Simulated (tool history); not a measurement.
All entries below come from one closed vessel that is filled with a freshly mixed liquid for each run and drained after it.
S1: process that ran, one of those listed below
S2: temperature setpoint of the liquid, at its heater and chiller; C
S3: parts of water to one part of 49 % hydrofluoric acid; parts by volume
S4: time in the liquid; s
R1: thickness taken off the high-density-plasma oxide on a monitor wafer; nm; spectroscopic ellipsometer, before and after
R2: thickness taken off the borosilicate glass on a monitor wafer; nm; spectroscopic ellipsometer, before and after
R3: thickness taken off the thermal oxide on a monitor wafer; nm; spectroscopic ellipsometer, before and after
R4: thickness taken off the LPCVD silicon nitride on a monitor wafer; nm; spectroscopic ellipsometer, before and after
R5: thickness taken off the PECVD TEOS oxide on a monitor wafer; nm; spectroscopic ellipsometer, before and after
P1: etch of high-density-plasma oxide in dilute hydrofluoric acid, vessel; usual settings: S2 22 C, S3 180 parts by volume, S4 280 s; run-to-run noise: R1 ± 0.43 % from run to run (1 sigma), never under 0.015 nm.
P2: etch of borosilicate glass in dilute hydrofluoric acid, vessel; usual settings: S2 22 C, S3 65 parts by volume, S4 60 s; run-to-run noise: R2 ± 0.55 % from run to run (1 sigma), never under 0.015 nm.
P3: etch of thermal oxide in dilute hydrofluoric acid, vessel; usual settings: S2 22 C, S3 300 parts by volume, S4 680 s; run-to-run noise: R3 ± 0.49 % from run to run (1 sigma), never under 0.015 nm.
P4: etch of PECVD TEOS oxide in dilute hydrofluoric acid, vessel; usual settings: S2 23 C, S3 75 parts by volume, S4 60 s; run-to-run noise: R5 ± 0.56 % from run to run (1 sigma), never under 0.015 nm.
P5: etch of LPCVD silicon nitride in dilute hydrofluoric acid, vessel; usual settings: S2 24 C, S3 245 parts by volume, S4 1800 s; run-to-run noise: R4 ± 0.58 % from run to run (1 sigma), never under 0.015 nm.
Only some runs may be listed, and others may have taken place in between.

Run 1, hour 5.3: S1 P1, S2 22 C, S3 180 parts by volume, S4 280 s. Result: R1 13.003 nm.
Run 2, hour 13.3: S1 P2, S2 22 C, S3 65 parts by volume, S4 30 s. Result: R2 14.288 nm.
Run 3, hour 19.2: S1 P1, S2 22 C, S3 115 parts by volume, S4 280 s. Result: R1 21.767 nm.
Run 4, hour 23.9: S1 P1, S2 22 C, S3 180 parts by volume, S4 280 s. Result: R1 12.843 nm.
Run 5, hour 30.6: S1 P3, S2 22 C, S3 300 parts by volume, S4 680 s. Result: R3 7.7456 nm.
Run 6, hour 35.5: S1 P1, S2 17.5 C, S3 180 parts by volume, S4 280 s. Result: R1 10.792 nm.
Run 7, hour 39.4: S1 P3, S2 22 C, S3 300 parts by volume, S4 680 s. Result: R3 7.8195 nm.
Run 8, hour 44.2: S1 P5, S2 24 C, S3 55 parts by volume, S4 1800 s. Result: R4 18.638 nm.
Run 9, hour 52.2: S1 P5, S2 24 C, S3 245 parts by volume, S4 1800 s. Result: R4 4.2562 nm.
Run 10, hour 57.3: S1 P1, S2 22 C, S3 180 parts by volume, S4 280 s. Result: R1 12.828 nm.
Run 11, hour 63.4: S1 P4, S2 30.5 C, S3 75 parts by volume, S4 60 s. Result: R5 30.629 nm.
Run 12, hour 70.6: S1 P4, S2 23 C, S3 75 parts by volume, S4 60 s. Result: R5 22.65 nm.
Run 13, hour 78.3: S1 P1, S2 22 C, S3 180 parts by volume, S4 70 s. Result: R1 3.2549 nm.
Run 14, hour 84.1: S1 P1, S2 26.5 C, S3 180 parts by volume, S4 280 s. Result: R1 15.304 nm.
Run 15, hour 90.3: S1 P5, S2 31.5 C, S3 245 parts by volume, S4 1800 s. Result: R4 6.6848 nm.
Run 16, hour 95.2: S1 P1, S2 22 C, S3 180 parts by volume, S4 280 s. Result: R1 12.816 nm.
Run 17, hour 102.7: S1 P4, S2 23 C, S3 20 parts by volume, S4 60 s. Result: R5 91.156 nm.
Run 18, hour 108.6: S1 P3, S2 27.5 C, S3 300 parts by volume, S4 680 s. Result: R3 9.3691 nm.
Run 19, hour 115.3: S1 P1, S2 22 C, S3 180 parts by volume, S4 545 s. Result: R1 24.998 nm.
Run 20, hour 119.9: S1 P1, S2 22 C, S3 295 parts by volume, S4 280 s. Result: R1 6.9985 nm.
Run 21, hour 124.4: S1 P4, S2 23 C, S3 75 parts by volume, S4 30 s. Result: R5 11.343 nm.
Run 22, hour 129.9: S1 P5, S2 24 C, S3 245 parts by volume, S4 1800 s. Result: R4 4.2453 nm.
Run 23, hour 135.2: S1 P1, S2 22 C, S3 180 parts by volume, S4 280 s. Result: R1 13.01 nm.
Run 24, hour 140.7: S1 P3, S2 22 C, S3 185 parts by volume, S4 680 s. Result: R3 14.112 nm.

Run 25 is up next; what results do you expect?
Run 25, hour 148.8: S1 P1, S2 29.5 C, S3 270 parts by volume, S4 280 s. Result: R1 ?.

R1: 10.219 nm
